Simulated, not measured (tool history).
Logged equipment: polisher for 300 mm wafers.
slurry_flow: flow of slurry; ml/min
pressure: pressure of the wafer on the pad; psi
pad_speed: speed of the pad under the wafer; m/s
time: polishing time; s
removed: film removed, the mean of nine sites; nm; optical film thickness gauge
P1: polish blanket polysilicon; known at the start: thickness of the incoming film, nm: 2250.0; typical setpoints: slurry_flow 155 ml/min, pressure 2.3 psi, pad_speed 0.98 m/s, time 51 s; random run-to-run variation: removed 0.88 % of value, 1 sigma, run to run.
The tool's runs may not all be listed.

Run 1, hour 3.8: slurry_flow 155 ml/min, pressure 2.3 psi, pad_speed 0.98 m/s, time 51 s. Result: removed 293.47 nm.
Run 2, hour 7.7: slurry_flow 155 ml/min, pressure 2.3 psi, pad_speed 0.98 m/s, time 80 s. Result: removed 455.39 nm.
Run 3, hour 11.7: slurry_flow 155 ml/min, pressure 2.3 psi, pad_speed 1.42 m/s, time 51 s. Result: removed 426.31 nm.
Run 4, hour 13.8: slurry_flow 155 ml/min, pressure 2.3 psi, pad_speed 0.68 m/s, time 51 s. Result: removed 199.57 nm.
Run 5, hour 16.7: slurry_flow 95 ml/min, pressure 2.3 psi, pad_speed 0.98 m/s, time 51 s. Result: removed 265.34 nm.
Run 6, hour 19.8: slurry_flow 155 ml/min, pressure 2.3 psi, pad_speed 0.98 m/s, time 51 s. Result: removed 292.71 nm.
Run 7, hour 22.7: slurry_flow 155 ml/min, pressure 2.3 psi, pad_speed 0.56 m/s, time 73 s. Result: removed 237.48 nm.
Run 8, hour 24.9: slurry_flow 155 ml/min, pressure 2.3 psi, pad_speed 0.98 m/s, time 51 s. Result: removed 293.62 nm.
At hour 27.2: slurry nozzle cleaned.
Run 9, hour 27.6: slurry_flow 155 ml/min, pressure 2.3 psi, pad_speed 0.98 m/s, time 51 s. Result: removed 292.52 nm.
Run 10, hour 32.1: slurry_flow 155 ml/min, pressure 1 psi, pad_speed 0.98 m/s, time 51 s. Result: removed 126.49 nm.
Run 11, hour 35: slurry_flow 155 ml/min, pressure 2.3 psi, pad_speed 0.98 m/s, time 28 s. Result: removed 160.71 nm.
Run 12, hour 39.2: slurry_flow 155 ml/min, pressure 2.3 psi, pad_speed 0.98 m/s, time 51 s. Result: removed 288.53 nm.
Run 13, hour 42.3: slurry_flow 245 ml/min, pressure 2.3 psi, pad_speed 0.98 m/s, time 51 s. Result: removed 316.06 nm.
Run 14, hour 44.8: slurry_flow 195 ml/min, pressure 2.3 psi, pad_speed 1.44 m/s, time 51 s. Result: removed 442.25 nm.
Run 15, hour 47.9: slurry_flow 155 ml/min, pressure 3.4 psi, pad_speed 0.98 m/s, time 51 s. Result: removed 433 nm.
Run 16, hour 52.3: slurry_flow 155 ml/min, pressure 2.3 psi, pad_speed 0.98 m/s, time 51 s. Result: removed 291.43 nm.
Run 17, hour 55.3: slurry_flow 155 ml/min, pressure 2.3 psi, pad_speed 0.98 m/s, time 51 s. Result: removed 294.3 nm.
Run 18, hour 57.3: slurry_flow 155 ml/min, pressure 2.3 psi, pad_speed 0.98 m/s, time 51 s. Result: removed 289.9 nm.
Run 19, hour 61.3: slurry_flow 155 ml/min, pressure 2.3 psi, pad_speed 0.98 m/s, time 51 s. Result: removed 276.66 nm.
Run 20, hour 64.6: slurry_flow 155 ml/min, pressure 2.3 psi, pad_speed 0.98 m/s, time 51 s. Result: removed 276.16 nm.
At hour 66.2: worn pad replaced by a new one.
Run 21, hour 68.6: slurry_flow 155 ml/min, pressure 2.3 psi, pad_speed 0.98 m/s, time 51 s. Result: removed 268.65 nm.
Run 22, hour 71.5: slurry_flow 155 ml/min, pressure 2.3 psi, pad_speed 0.98 m/s, time 51 s. Result: removed 266.28 nm.
Run 23, hour 75.3: slurry_flow 155 ml/min, pressure 2.3 psi, pad_speed 0.98 m/s, time 51 s. Result: removed 268.71 nm.
Run 24, hour 78.3: slurry_flow 155 ml/min, pressure 2.3 psi, pad_speed 0.98 m/s, time 51 s. Result: removed 266.06 nm.
Run 25, hour 80.9: slurry_flow 155 ml/min, pressure 2.3 psi, pad_speed 0.98 m/s, time 51 s. Result: removed 264.76 nm.
Run 26, hour 84.7: slurry_flow 155 ml/min, pressure 2.3 psi, pad_speed 0.98 m/s, time 51 s. Result: removed 264.8 nm.

Compared with where it was, what P1 gives has crept away. Each cause listed below fits the log as well as the rest, at the size given for it:
A: head's pressure below its setpoint, % = 9.43
B: slurry flow missing at the pad, % = 37.6
The process output started creeping at around hour 55.3.
Why every other cause is out:
removal rate lost through wear of the pad, %: work on it at hour 66.2, done after the drift set in, did not restore what the process gave before

The list below offers 4 check runs, each averaging the results of 2 wafers, and shows each result as a question mark. For which of them would the listed causes give clearly different results?
Run check 1, hour 88.5: slurry_flow 155 ml/min, pressure 1.1 psi, pad_speed 0.98 m/s, time 79 s. Result: removed ?.
Run check 2, hour 88.5: slurry_flow 155 ml/min, pressure 1.2 psi, pad_speed 0.98 m/s, time 31 s. Result: removed ?.
Run check 3, hour 88.5: slurry_flow 155 ml/min, pressure 1.7 psi, pad_speed 0.98 m/s, time 73 s. Result: removed ?.
Run check 4, hour 88.5: slurry_flow 95 ml/min, pressure 1.7 psi, pad_speed 0.98 m/s, time 51 s. Result: removed ?.

What each check would give under each cause:
  check   result    if A    if B
check 1  removed   195.9  195.89
check 2  removed   83.86  83.855
check 3  removed  279.76  279.74
check 4  removed  176.18  167.11
Smallest distance between any two causes, each pair judged by its most separating result, in per cent: check 1 0.01 %; check 2 0.01 %; check 3 0.01 %; check 4 5.29 %
The other checks would show nearly matching results whichever cause is true, so check 4 is the only one that separates the causes.

With check 4 done, the readings were: removed 167.35 nm. Identify which of the listed causes applies.

Of the candidate causes, it is B: slurry flow missing at the pad, %.

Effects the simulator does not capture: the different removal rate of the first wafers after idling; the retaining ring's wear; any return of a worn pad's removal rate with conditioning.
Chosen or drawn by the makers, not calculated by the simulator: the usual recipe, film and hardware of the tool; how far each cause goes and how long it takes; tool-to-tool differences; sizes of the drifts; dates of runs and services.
